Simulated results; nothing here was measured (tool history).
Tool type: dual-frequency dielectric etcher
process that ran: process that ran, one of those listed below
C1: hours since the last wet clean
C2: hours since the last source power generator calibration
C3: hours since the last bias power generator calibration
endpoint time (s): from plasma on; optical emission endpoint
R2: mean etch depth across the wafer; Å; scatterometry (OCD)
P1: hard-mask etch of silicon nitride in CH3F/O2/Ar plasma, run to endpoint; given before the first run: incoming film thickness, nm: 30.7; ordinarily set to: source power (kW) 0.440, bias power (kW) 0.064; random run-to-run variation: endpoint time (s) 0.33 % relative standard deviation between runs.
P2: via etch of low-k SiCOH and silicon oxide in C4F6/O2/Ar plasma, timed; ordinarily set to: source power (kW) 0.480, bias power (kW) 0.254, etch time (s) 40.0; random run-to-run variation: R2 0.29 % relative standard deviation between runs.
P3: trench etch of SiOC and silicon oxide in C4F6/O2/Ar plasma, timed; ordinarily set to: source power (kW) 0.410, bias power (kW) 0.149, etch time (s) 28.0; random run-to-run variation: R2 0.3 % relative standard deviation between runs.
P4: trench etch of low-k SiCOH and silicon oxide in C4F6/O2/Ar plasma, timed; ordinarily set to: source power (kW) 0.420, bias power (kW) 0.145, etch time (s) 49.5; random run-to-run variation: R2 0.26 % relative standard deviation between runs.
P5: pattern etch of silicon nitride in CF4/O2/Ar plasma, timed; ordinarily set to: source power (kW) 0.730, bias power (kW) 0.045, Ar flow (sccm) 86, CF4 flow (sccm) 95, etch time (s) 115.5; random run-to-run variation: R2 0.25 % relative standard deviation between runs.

Run 1, hour 8.5: process that ran P1, source power (kW) 0.440, bias power (kW) 0.064; C1 369.3; C2 945.3; C3 1202.5. Result: endpoint time (s) 43.536.
Run 2, hour 17.9: process that ran P3, source power (kW) 0.410, bias power (kW) 0.149, etch time (s) 28.0; C1 378.7; C2 954.7; C3 1211.9. Result: R2 505.47 Å.
Run 3, hour 23.3: process that ran P3, source power (kW) 0.410, bias power (kW) 0.149, etch time (s) 21.5; C1 384.1; C2 960.1; C3 1217.3. Result: R2 388.42 Å.
Run 4, hour 29.8: process that ran P5, source power (kW) 0.520, bias power (kW) 0.045, etch time (s) 115.5, Ar flow (sccm) 86, CF4 flow (sccm) 95; C1 390.6; C2 966.6; C3 1223.8. Result: R2 2180.00 Å.
Run 5, hour 39.7: process that ran P1, source power (kW) 0.440, bias power (kW) 0.064; C1 400.5; C2 976.5; C3 1233.7. Result: endpoint time (s) 43.601.
Run 6, hour 49.9: process that ran P2, source power (kW) 0.350, bias power (kW) 0.254, etch time (s) 40.0; C1 410.7; C2 986.7; C3 1243.9. Result: R2 1091.50 Å.
Run 7, hour 56.0: process that ran P1, source power (kW) 0.320, bias power (kW) 0.064; C1 416.8; C2 992.8; C3 1250.0. Result: endpoint time (s) 49.049.
Run 8, hour 63.0: process that ran P1, source power (kW) 0.440, bias power (kW) 0.064; C1 423.8; C2 999.8; C3 1257.0. Result: endpoint time (s) 43.251.
Run 9, hour 68.4: process that ran P2, source power (kW) 0.480, bias power (kW) 0.178, etch time (s) 40.0; C1 429.2; C2 1005.2; C3 1262.4. Result: R2 1101.70 Å.
Run 10, hour 76.0: process that ran P1, source power (kW) 0.590, bias power (kW) 0.064; C1 436.8; C2 1012.8; C3 1270.0. Result: endpoint time (s) 38.869.
Run 11, hour 84.9: process that ran P1, source power (kW) 0.440, bias power (kW) 0.064; C1 445.7; C2 1021.7; C3 1278.9. Result: endpoint time (s) 43.429.
Run 12, hour 95.0: process that ran P4, source power (kW) 0.420, bias power (kW) 0.098, etch time (s) 49.5; C1 455.8; C2 1031.8; C3 1289.0. Result: R2 1349.50 Å.
Run 13, hour 105.2: process that ran P1, source power (kW) 0.440, bias power (kW) 0.052; C1 466.0; C2 1042.0; C3 1299.2. Result: endpoint time (s) 46.299.
Run 14, hour 114.7: process that ran P4, source power (kW) 0.420, bias power (kW) 0.145, etch time (s) 27.0; C1 475.5; C2 1051.5; C3 1308.7. Result: R2 821.82 Å.
Run 15, hour 120.7: process that ran P4, source power (kW) 0.340, bias power (kW) 0.145, etch time (s) 49.5; C1 481.5; C2 1057.5; C3 1314.7. Result: R2 1387.40 Å.
Run 16, hour 129.2: process that ran P1, source power (kW) 0.440, bias power (kW) 0.077; C1 490.0; C2 1066.0; C3 1323.2. Result: endpoint time (s) 40.914.
Run 17, hour 135.2: process that ran P5, source power (kW) 0.730, bias power (kW) 0.045, etch time (s) 115.5, Ar flow (sccm) 119, CF4 flow (sccm) 95; C1 496.0; C2 1072.0; C3 1329.2. Result: R2 2803.20 Å.
Run 18, hour 142.2: process that ran P2, source power (kW) 0.480, bias power (kW) 0.254, etch time (s) 40.0; C1 503.0; C2 1079.0; C3 1336.2. Result: R2 1239.40 Å.
Run 19, hour 150.4: process that ran P2, source power (kW) 0.480, bias power (kW) 0.254, etch time (s) 59.5; C1 511.2; C2 1087.2; C3 1344.4. Result: R2 1833.30 Å.
Run 20, hour 160.1: process that ran P1, source power (kW) 0.610, bias power (kW) 0.078; C1 520.9; C2 1096.9; C3 1354.1. Result: endpoint time (s) 35.971.
Run 21, hour 169.8: process that ran P4, source power (kW) 0.420, bias power (kW) 0.145, etch time (s) 49.5; C1 530.6; C2 1106.6; C3 1363.8. Result: R2 1505.30 Å.
Run 22, hour 180.2: process that ran P3, source power (kW) 0.410, bias power (kW) 0.100, etch time (s) 28.0; C1 541.0; C2 1117.0; C3 1374.2. Result: R2 449.24 Å.
Run 23, hour 184.7: process that ran P2, source power (kW) 0.480, bias power (kW) 0.254, etch time (s) 40.0; C1 545.5; C2 1121.5; C3 1378.7. Result: R2 1237.10 Å.
Run 24, hour 192.7: process that ran P5, source power (kW) 0.730, bias power (kW) 0.045, etch time (s) 115.5, Ar flow (sccm) 86, CF4 flow (sccm) 95; C1 553.5; C2 1129.5; C3 1386.7. Result: R2 2940.50 Å.
Run 25, hour 201.4: process that ran P5, source power (kW) 0.730, bias power (kW) 0.032, etch time (s) 115.5, Ar flow (sccm) 86, CF4 flow (sccm) 95; C1 562.2; C2 1138.2; C3 1395.4. Result: R2 2628.30 Å.
Run 26, hour 209.9: process that ran P1, source power (kW) 0.440, bias power (kW) 0.064; C1 570.7; C2 1146.7; C3 1403.9. Result: endpoint time (s) 43.514.
Run 27, hour 217.0: process that ran P5, source power (kW) 0.730, bias power (kW) 0.045, etch time (s) 76.5, Ar flow (sccm) 86, CF4 flow (sccm) 95; C1 577.8; C2 1153.8; C3 1411.0. Result: R2 1954.40 Å.
Run 28, hour 221.8: process that ran P1, source power (kW) 0.440, bias power (kW) 0.064; C1 582.6; C2 1158.6; C3 1415.8. Result: endpoint time (s) 43.456.
Run 29, hour 229.9: process that ran P1, source power (kW) 0.440, bias power (kW) 0.064; C1 590.7; C2 1166.7; C3 1423.9. Result: endpoint time (s) 43.433.
Run 30, hour 236.0: process that ran P5, source power (kW) 0.730, bias power (kW) 0.045, etch time (s) 115.5, Ar flow (sccm) 86, CF4 flow (sccm) 115; C1 596.8; C2 1172.8; C3 1430.0. Result: R2 3010.40 Å.
Run 31, hour 242.4: process that ran P3, source power (kW) 0.530, bias power (kW) 0.149, etch time (s) 28.0; C1 603.2; C2 1179.2; C3 1436.4. Result: R2 557.69 Å.
Run 32, hour 250.4: process that ran P1, source power (kW) 0.440, bias power (kW) 0.064; C1 611.2; C2 1187.2; C3 1444.4. Result: endpoint time (s) 43.410.
Run 33, hour 259.8: process that ran P1, source power (kW) 0.440, bias power (kW) 0.064; C1 620.6; C2 1196.6; C3 1453.8. Result: endpoint time (s) 43.710.
Run 34, hour 266.7: process that ran P1, source power (kW) 0.440, bias power (kW) 0.064; C1 627.5; C2 1203.5; C3 1460.7. Result: endpoint time (s) 44.015.
Run 35, hour 275.2: process that ran P1, source power (kW) 0.440, bias power (kW) 0.064; C1 636.0; C2 1212.0; C3 1469.2. Result: endpoint time (s) 44.109.
Run 36, hour 281.5: process that ran P1, source power (kW) 0.440, bias power (kW) 0.064; C1 642.3; C2 1218.3; C3 1475.5. Result: endpoint time (s) 44.206.
Run 37, hour 289.8: process that ran P1, source power (kW) 0.440, bias power (kW) 0.064; C1 650.6; C2 1226.6; C3 1483.8. Result: endpoint time (s) 44.095.
At hour 293.2: wet clean of the chamber.
Run 38, hour 296.1: process that ran P1, source power (kW) 0.440, bias power (kW) 0.064; C1 3.0; C2 1232.9; C3 1490.1. Result: endpoint time (s) 44.080.
Run 39, hour 305.7: process that ran P1, source power (kW) 0.440, bias power (kW) 0.064; C1 12.6; C2 1242.5; C3 1499.7. Result: endpoint time (s) 44.145.
Run 40, hour 311.0: process that ran P1, source power (kW) 0.440, bias power (kW) 0.064; C1 17.9; C2 1247.8; C3 1505.0. Result: endpoint time (s) 44.352.
Run 41, hour 318.9: process that ran P1, source power (kW) 0.440, bias power (kW) 0.064; C1 25.8; C2 1255.7; C3 1512.9. Result: endpoint time (s) 44.086.
Run 42, hour 323.7: process that ran P1, source power (kW) 0.440, bias power (kW) 0.064; C1 30.6; C2 1260.5; C3 1517.7. Result: endpoint time (s) 44.183.

P1 has crept away from where it was. The log is fitted equally well by each of these 2 causes, at the sizes shown:
A: bias power that arrives under what is set, % = 4.84
B: source power that arrives under what is set, % = 4.17
Creep in the process output first set in at about hour 250.4.
All other causes, with the reason each is excluded:
chamber walls in a state that lowers the etch rate, %: maintenance at hour 293.2, after the shift began, did not return the process to its former output

Listed below are the offered check runs, one wafer per run, with question marks in place of results. For which of them would the causes give clearly different outcomes?
Run check 1, hour 328.5: process that ran P4, source power (kW) 0.420, bias power (kW) 0.119, etch time (s) 49.5. Result: R2 ?.
Run check 2, hour 328.5: process that ran P3, source power (kW) 0.410, bias power (kW) 0.149, etch time (s) 21.5. Result: R2 ?.
Run check 3, hour 328.5: process that ran P5, source power (kW) 0.730, bias power (kW) 0.045, etch time (s) 89.0, Ar flow (sccm) 86, CF4 flow (sccm) 95. Result: R2 ?.
Run check 4, hour 328.5: process that ran P2, source power (kW) 0.480, bias power (kW) 0.208, etch time (s) 58.5. Result: R2 ?.

Outcome of each check run for each possible cause:
  check  result     if A     if B
check 1      R2  1400.50  1396.30
check 2      R2   381.57   380.86
check 3      R2  2227.40  2183.00
check 4      R2  1665.80  1664.70
Smallest distance between any two causes, each pair judged by its most separating result, in per cent: check 1 0.3 %; check 2 0.18 %; check 3 2.02 %; check 4 0.06 %
Check 3 distinguishes between the causes, while the remaining checks would return nearly the same result for all of them.

Then check 3 was run and gave: R2 2230.50 Å. Which cause is it?

A is the cause: bias power that arrives under what is set, %.
